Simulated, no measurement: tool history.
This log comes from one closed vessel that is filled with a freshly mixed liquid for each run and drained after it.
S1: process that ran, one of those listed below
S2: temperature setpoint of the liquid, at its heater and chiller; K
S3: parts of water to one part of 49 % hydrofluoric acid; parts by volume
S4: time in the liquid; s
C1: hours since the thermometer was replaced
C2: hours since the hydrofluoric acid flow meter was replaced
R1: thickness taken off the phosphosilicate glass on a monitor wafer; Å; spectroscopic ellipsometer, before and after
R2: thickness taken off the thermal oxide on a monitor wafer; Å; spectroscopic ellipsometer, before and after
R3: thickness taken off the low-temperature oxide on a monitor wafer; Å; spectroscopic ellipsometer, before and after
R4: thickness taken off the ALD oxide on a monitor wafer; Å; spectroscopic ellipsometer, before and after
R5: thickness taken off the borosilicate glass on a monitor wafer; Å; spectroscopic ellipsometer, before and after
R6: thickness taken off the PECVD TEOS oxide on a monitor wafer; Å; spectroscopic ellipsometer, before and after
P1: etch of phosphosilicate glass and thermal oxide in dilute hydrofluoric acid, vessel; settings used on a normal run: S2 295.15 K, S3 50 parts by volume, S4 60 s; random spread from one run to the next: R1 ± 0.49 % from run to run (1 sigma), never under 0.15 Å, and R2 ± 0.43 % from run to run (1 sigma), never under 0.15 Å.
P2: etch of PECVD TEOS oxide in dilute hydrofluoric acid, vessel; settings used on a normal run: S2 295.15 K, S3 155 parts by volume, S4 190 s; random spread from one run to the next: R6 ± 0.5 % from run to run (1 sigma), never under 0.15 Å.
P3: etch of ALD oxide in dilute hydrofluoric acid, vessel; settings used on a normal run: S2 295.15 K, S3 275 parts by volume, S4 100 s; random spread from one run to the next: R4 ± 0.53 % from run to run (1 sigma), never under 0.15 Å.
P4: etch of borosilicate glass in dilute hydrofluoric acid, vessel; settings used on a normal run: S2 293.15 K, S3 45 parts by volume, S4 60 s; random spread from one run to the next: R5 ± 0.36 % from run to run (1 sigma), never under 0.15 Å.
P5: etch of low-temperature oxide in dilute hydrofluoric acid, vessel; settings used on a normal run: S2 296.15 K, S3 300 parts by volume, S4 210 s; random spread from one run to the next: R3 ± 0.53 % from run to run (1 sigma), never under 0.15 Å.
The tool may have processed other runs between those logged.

| run | day | S1 | S2 | S3 | S4 | C1 | C2 | R1 | R2 | R3 | R4 | R5 | R6 |
|---|---|---|---|---|---|---|---|---|---|---|---|---|---|
| 1 | 0.238 | P1 | 295.15 | 50 | 60 | 427.2 | 185.3 | 1043.70 | 57.832 |  |  |  |  |
| 2 | 0.583 | P5 | 290.65 | 300 | 210 | 435.5 | 193.6 |  |  | 113.19 |  |  |  |
| 3 | 0.800 | P3 | 295.15 | 275 | 100 | 440.7 | 198.8 |  |  |  | 44.705 |  |  |
| 4 | 1.183 | P1 | 295.15 | 50 | 30 | 449.9 | 208.0 | 521.09 | 28.559 |  |  |  |  |
| 5 | 1.433 | P4 | 293.15 | 70 | 60 | 455.9 | 214.0 |  |  |  |  | 180.47 |  |
| 6 | 1.742 | P3 | 295.15 | 275 | 100 | 463.3 | 221.4 |  |  |  | 45.034 |  |  |
| 7 | 2.138 | P5 | 296.15 | 300 | 210 | 472.8 | 230.9 |  |  | 137.38 |  |  |  |
| 8 | 2.346 | P1 | 295.15 | 50 | 85 | 477.8 | 235.9 | 1471.00 | 81.541 |  |  |  |  |
| 9 | 2.696 | P4 | 297.15 | 45 | 60 | 486.2 | 244.3 |  |  |  |  | 339.43 |  |
| 10 | 3.146 | P1 | 290.15 | 50 | 60 | 497.0 | 255.1 | 835.32 | 46.671 |  |  |  |  |
| 11 | 3.433 | P5 | 296.15 | 300 | 210 | 503.9 | 262.0 |  |  | 136.88 |  |  |  |
| 12 | 3.812 | P2 | 295.15 | 155 | 190 | 513.0 | 271.1 |  |  |  |  |  | 292.82 |
| 13 | 4.017 | P1 | 295.15 | 50 | 60 | 517.9 | 276.0 | 1043.30 | 58.019 |  |  |  |  |
| 14 | 4.338 | P1 | 302.65 | 50 | 60 | 525.6 | 283.7 | 1418.50 | 78.126 |  |  |  |  |
| 15 | 4.675 | P4 | 293.15 | 45 | 60 | 533.7 | 291.8 |  |  |  |  | 288.85 |  |
| 16 | 4.967 | P1 | 295.15 | 50 | 60 | 540.7 | 298.8 | 1041.70 | 57.449 |  |  |  |  |
| 17 | 5.371 | P2 | 295.15 | 40 | 190 | 550.4 | 308.5 |  |  |  |  |  | 1302.30 |
| 18 | 5.825 | P1 | 290.15 | 50 | 30 | 561.3 | 319.4 | 418.91 | 23.177 |  |  |  |  |
| 19 | 6.229 | P3 | 295.15 | 275 | 35 | 571.0 | 329.1 |  |  |  | 15.708 |  |  |
| 20 | 6.483 | P5 | 296.15 | 300 | 345 | 577.1 | 335.2 |  |  | 227.35 |  |  |  |
| 21 | 6.796 | P1 | 295.15 | 50 | 60 | 584.6 | 342.7 | 1038.70 | 58.304 |  |  |  |  |
| 22 | 7.192 | P4 | 293.15 | 45 | 30 | 594.1 | 352.2 |  |  |  |  | 143.76 |  |
| 23 | 7.562 | P1 | 295.15 | 20 | 60 | 603.0 | 361.1 | 2713.40 | 149.440 |  |  |  |  |
| 24 | 7.867 | P1 | 295.15 | 50 | 60 | 610.3 | 368.4 | 1038.60 | 57.164 |  |  |  |  |
| 25 | 8.246 | P3 | 295.15 | 450 | 100 | 619.4 | 377.5 |  |  |  | 23.592 |  |  |
| 26 | 8.588 | P4 | 293.15 | 45 | 60 | 627.6 | 385.7 |  |  |  |  | 287.19 |  |
| 27 | 8.988 | P3 | 299.15 | 275 | 100 | 637.2 | 395.3 |  |  |  | 51.425 |  |  |
| 28 | 9.292 | P1 | 295.15 | 90 | 60 | 644.5 | 402.6 | 546.88 | 30.591 |  |  |  |  |
| 29 | 9.604 | P2 | 303.15 | 155 | 190 | 652.0 | 410.1 |  |  |  |  |  | 393.70 |
| 30 | 10.054 | P1 | 295.15 | 50 | 60 | 662.8 | 420.9 | 1038.50 | 58.019 |  |  |  |  |
| 31 | 10.321 | P2 | 295.15 | 155 | 285 | 669.2 | 427.3 |  |  |  |  |  | 438.19 |
| 32 | 10.579 | P5 | 296.15 | 65 | 210 | 675.4 | 433.5 |  |  | 816.82 |  |  |  |
| 33 | 10.921 | P1 | 295.15 | 50 | 60 | 683.6 | 441.7 | 1043.40 | 57.209 |  |  |  |  |
| 34 | 11.238 | P1 | 295.15 | 50 | 60 | 691.2 | 449.3 | 992.92 | 55.159 |  |  |  |  |
| 35 | 11.571 | P1 | 295.15 | 50 | 60 | 699.2 | 457.3 | 975.28 | 53.993 |  |  |  |  |
| 36 | 12.046 | P1 | 295.15 | 50 | 60 | 710.6 | 468.7 | 959.53 | 53.154 |  |  |  |  |
| 37 | 12.333 | P1 | 295.15 | 50 | 60 | 717.5 | 475.6 | 955.77 | 52.200 |  |  |  |  |

What will run 38 give?
| 38 | 12.679 | P1 | 295.15 | 50 | 60 | 725.8 | 483.9 | ? | ? |  |  |  |  |

R1: 958.96 Å
R2: 52.682 Å

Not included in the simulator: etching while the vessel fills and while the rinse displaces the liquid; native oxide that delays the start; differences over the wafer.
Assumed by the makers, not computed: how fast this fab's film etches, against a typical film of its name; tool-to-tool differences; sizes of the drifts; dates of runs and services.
